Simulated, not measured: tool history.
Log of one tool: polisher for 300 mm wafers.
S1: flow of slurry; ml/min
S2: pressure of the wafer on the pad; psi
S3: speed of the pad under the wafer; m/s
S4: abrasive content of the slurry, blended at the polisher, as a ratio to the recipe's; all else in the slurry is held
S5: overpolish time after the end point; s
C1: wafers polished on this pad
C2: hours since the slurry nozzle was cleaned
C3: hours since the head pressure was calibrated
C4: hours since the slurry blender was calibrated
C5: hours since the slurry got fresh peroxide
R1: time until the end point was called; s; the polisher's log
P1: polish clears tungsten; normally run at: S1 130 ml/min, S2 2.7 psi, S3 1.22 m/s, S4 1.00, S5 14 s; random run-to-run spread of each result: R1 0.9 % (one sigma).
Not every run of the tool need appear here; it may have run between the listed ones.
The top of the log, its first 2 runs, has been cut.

run 3 hour=13.2 | S1=130 S2=2.7 S3=1.22 S4=1.00 S5=6 | C1=752 C2=611.2 C3=569.7 C4=127.7 C5=50.2 | R1=135.330
run 4 hour=16.7 | S1=130 S2=2.7 S3=1.22 S4=1.00 S5=14 | C1=769 C2=614.7 C3=573.2 C4=131.2 C5=53.7 | R1=133.390
run 5 hour=21.9 | S1=95 S2=2.7 S3=1.22 S4=0.55 S5=14 | C1=794 C2=619.9 C3=578.4 C4=136.4 C5=58.9 | R1=166.010
run 6 hour=26.3 | S1=130 S2=2.7 S3=1.22 S4=1.45 S5=14 | C1=815 C2=624.3 C3=582.8 C4=140.8 C5=63.3 | R1=123.910
run 7 hour=28.9 | S1=80 S2=2.7 S3=1.22 S4=1.00 S5=14 | C1=827 C2=626.9 C3=585.4 C4=143.4 C5=65.9 | R1=150.120
run 8 hour=33.1 | S1=130 S2=2.7 S3=0.84 S4=1.00 S5=14 | C1=848 C2=631.1 C3=589.6 C4=147.6 C5=70.1 | R1=196.180
run 9 hour=36.4 | S1=195 S2=2.7 S3=1.22 S4=1.00 S5=14 | C1=863 C2=634.4 C3=592.9 C4=150.9 C5=73.4 | R1=125.350
run 10 hour=40.2 | S1=130 S2=1.3 S3=1.22 S4=1.00 S5=14 | C1=882 C2=638.2 C3=596.7 C4=154.7 C5=77.2 | R1=280.880
run 11 hour=43.9 | S1=130 S2=2.7 S3=1.22 S4=1.00 S5=14 | C1=899 C2=641.9 C3=600.4 C4=158.4 C5=80.9 | R1=135.300
run 12 hour=48.1 | S1=130 S2=4.2 S3=1.22 S4=1.00 S5=14 | C1=919 C2=646.1 C3=604.6 C4=162.6 C5=85.1 | R1=85.703
-- hour=50.6 slurry nozzle cleaned
run 13 hour=51.2 | S1=130 S2=2.7 S3=1.86 S4=1.00 S5=14 | C1=934 C2=0.6 C3=607.7 C4=165.7 C5=88.2 | R1=88.244
-- hour=52.1 slurry blender recalibrated
run 14 hour=54.5 | S1=130 S2=2.7 S3=1.22 S4=1.00 S5=14 | C1=950 C2=3.9 C3=611.0 C4=2.4 C5=91.5 | R1=132.970
run 15 hour=56.8 | S1=130 S2=2.7 S3=1.22 S4=1.00 S5=14 | C1=961 C2=6.2 C3=613.3 C4=4.7 C5=93.8 | R1=134.990
run 16 hour=59.3 | S1=130 S2=2.7 S3=1.22 S4=1.00 S5=26 | C1=973 C2=8.7 C3=615.8 C4=7.2 C5=96.3 | R1=136.100
run 17 hour=63.2 | S1=130 S2=2.7 S3=1.22 S4=1.00 S5=14 | C1=992 C2=12.6 C3=619.7 C4=11.1 C5=100.2 | R1=134.200
run 18 hour=66.8 | S1=160 S2=2.7 S3=1.22 S4=1.35 S5=14 | C1=1009 C2=16.2 C3=623.3 C4=14.7 C5=103.8 | R1=118.840
run 19 hour=71.4 | S1=130 S2=2.7 S3=1.22 S4=1.00 S5=14 | C1=1031 C2=20.8 C3=627.9 C4=19.3 C5=108.4 | R1=132.550
run 20 hour=76.1 | S1=130 S2=2.7 S3=1.22 S4=1.00 S5=14 | C1=1054 C2=25.5 C3=632.6 C4=24.0 C5=113.1 | R1=139.370
run 21 hour=81.3 | S1=130 S2=2.7 S3=1.22 S4=1.00 S5=14 | C1=1078 C2=30.7 C3=637.8 C4=29.2 C5=118.3 | R1=142.260
run 22 hour=86.1 | S1=130 S2=2.7 S3=1.22 S4=1.00 S5=14 | C1=1101 C2=35.5 C3=642.6 C4=34.0 C5=123.1 | R1=146.020

What does the tool deliver on the next run?
-- hour=87.9 slurry tank refilled with fresh slurry and peroxide
run 23 hour=89.7 | S1=130 S2=2.7 S3=1.22 S4=1.00 S5=14 | C1=1119 C2=39.1 C3=646.2 C4=37.6 C5=1.8 | R1=?

R1: 146.480 s

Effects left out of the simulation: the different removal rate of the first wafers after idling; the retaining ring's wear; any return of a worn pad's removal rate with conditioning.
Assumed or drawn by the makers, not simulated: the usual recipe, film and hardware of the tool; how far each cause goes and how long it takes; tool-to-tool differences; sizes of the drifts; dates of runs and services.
